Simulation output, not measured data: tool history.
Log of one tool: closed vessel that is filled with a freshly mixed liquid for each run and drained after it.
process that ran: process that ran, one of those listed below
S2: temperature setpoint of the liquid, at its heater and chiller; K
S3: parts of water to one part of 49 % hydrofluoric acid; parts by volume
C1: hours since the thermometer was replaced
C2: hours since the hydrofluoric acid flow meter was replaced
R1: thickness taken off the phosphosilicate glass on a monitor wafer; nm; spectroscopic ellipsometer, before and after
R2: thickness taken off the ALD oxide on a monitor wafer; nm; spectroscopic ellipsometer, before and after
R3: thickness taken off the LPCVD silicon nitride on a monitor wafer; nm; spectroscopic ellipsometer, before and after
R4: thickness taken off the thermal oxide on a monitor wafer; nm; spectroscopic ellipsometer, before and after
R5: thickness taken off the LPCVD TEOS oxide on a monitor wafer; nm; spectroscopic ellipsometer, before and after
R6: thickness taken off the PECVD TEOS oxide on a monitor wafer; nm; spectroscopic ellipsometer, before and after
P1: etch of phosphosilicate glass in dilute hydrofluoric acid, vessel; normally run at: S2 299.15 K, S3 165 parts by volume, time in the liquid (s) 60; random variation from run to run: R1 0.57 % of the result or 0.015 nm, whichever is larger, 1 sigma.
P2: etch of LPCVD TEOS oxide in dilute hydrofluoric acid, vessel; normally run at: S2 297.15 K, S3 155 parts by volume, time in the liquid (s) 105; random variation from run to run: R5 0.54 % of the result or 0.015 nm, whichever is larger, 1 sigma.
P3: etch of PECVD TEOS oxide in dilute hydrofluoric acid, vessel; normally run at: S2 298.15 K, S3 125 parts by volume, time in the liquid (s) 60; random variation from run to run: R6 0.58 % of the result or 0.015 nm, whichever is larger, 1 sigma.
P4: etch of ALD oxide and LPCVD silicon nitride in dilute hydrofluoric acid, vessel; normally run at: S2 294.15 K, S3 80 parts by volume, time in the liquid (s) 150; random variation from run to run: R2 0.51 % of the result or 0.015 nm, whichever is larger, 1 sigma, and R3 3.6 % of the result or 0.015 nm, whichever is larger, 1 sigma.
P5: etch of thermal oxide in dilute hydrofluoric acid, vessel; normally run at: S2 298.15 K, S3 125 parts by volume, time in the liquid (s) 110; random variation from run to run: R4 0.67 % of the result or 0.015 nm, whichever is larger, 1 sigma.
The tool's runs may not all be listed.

{"run": 1, "day": 0.275, "process that ran": "P1", "S2": 299.15, "S3": 165, "time in the liquid (s)": 60, "C1": 362.7, "C2": 64.8, "R1": 21.967}
{"run": 2, "day": 0.479, "process that ran": "P4", "S2": 294.15, "S3": 35, "time in the liquid (s)": 150, "C1": 367.6, "C2": 69.7, "R2": 85.896, "R3": 1.6414}
{"run": 3, "day": 0.775, "process that ran": "P5", "S2": 298.15, "S3": 125, "time in the liquid (s)": 45, "C1": 374.7, "C2": 76.8, "R4": 1.6407}
{"run": 4, "day": 0.988, "process that ran": "P1", "S2": 304.15, "S3": 165, "time in the liquid (s)": 60, "C1": 379.8, "C2": 81.9, "R1": 26.385}
{"run": 5, "day": 1.142, "process that ran": "P1", "S2": 299.15, "S3": 165, "time in the liquid (s)": 60, "C1": 383.5, "C2": 85.6, "R1": 22.161}
{"run": 6, "day": 1.379, "process that ran": "P1", "S2": 292.15, "S3": 165, "time in the liquid (s)": 60, "C1": 389.2, "C2": 91.3, "R1": 16.654}
{"run": 7, "day": 1.596, "process that ran": "P2", "S2": 297.15, "S3": 155, "time in the liquid (s)": 105, "C1": 394.4, "C2": 96.5, "R5": 35.925}
{"run": 8, "day": 1.946, "process that ran": "P1", "S2": 299.15, "S3": 165, "time in the liquid (s)": 90, "C1": 402.8, "C2": 104.9, "R1": 33.036}
{"run": 9, "day": 2.212, "process that ran": "P3", "S2": 298.15, "S3": 75, "time in the liquid (s)": 60, "C1": 409.2, "C2": 111.3, "R6": 19.95}
{"run": 10, "day": 2.467, "process that ran": "P1", "S2": 306.15, "S3": 165, "time in the liquid (s)": 95, "C1": 415.3, "C2": 117.4, "R1": 44.812}
{"run": 11, "day": 2.646, "process that ran": "P3", "S2": 304.15, "S3": 125, "time in the liquid (s)": 60, "C1": 419.6, "C2": 121.7, "R6": 14.141}
{"run": 12, "day": 2.933, "process that ran": "P1", "S2": 304.15, "S3": 165, "time in the liquid (s)": 35, "C1": 426.5, "C2": 128.6, "R1": 15.418}
{"day": 3.05, "done": "hydrofluoric acid flow meter replaced"}
{"run": 13, "day": 3.1, "process that ran": "P1", "S2": 299.15, "S3": 295, "time in the liquid (s)": 60, "C1": 430.5, "C2": 1.3, "R1": 10.571}
{"run": 14, "day": 3.321, "process that ran": "P1", "S2": 299.15, "S3": 165, "time in the liquid (s)": 60, "C1": 435.8, "C2": 6.6, "R1": 22.006}
{"run": 15, "day": 3.642, "process that ran": "P3", "S2": 298.15, "S3": 125, "time in the liquid (s)": 60, "C1": 443.5, "C2": 14.3, "R6": 11.29}
{"run": 16, "day": 3.883, "process that ran": "P4", "S2": 294.15, "S3": 80, "time in the liquid (s)": 150, "C1": 449.3, "C2": 20.1, "R2": 35.564, "R3": 0.76813}
{"run": 17, "day": 4.062, "process that ran": "P2", "S2": 297.15, "S3": 25, "time in the liquid (s)": 105, "C1": 453.6, "C2": 24.4, "R5": 256.95}
{"run": 18, "day": 4.317, "process that ran": "P4", "S2": 302.15, "S3": 80, "time in the liquid (s)": 150, "C1": 459.7, "C2": 30.5, "R2": 48.701, "R3": 1.1831}
{"run": 19, "day": 4.471, "process that ran": "P1", "S2": 299.15, "S3": 165, "time in the liquid (s)": 30, "C1": 463.4, "C2": 34.2, "R1": 10.931}
{"run": 20, "day": 4.762, "process that ran": "P1", "S2": 299.15, "S3": 165, "time in the liquid (s)": 60, "C1": 470.4, "C2": 41.2, "R1": 22.027}
{"run": 21, "day": 4.954, "process that ran": "P2", "S2": 304.65, "S3": 155, "time in the liquid (s)": 105, "C1": 475, "C2": 45.8, "R5": 46.828}
{"run": 22, "day": 5.121, "process that ran": "P4", "S2": 294.15, "S3": 80, "time in the liquid (s)": 150, "C1": 479, "C2": 49.8, "R2": 35.66, "R3": 0.72495}

The next listed run, before its measurement:
{"run": 23, "day": 5.292, "process that ran": "P2", "S2": 297.15, "S3": 155, "time in the liquid (s)": 205, "C1": 483.1, "C2": 53.9, "R5": "?"}

R5: 68.91 nm
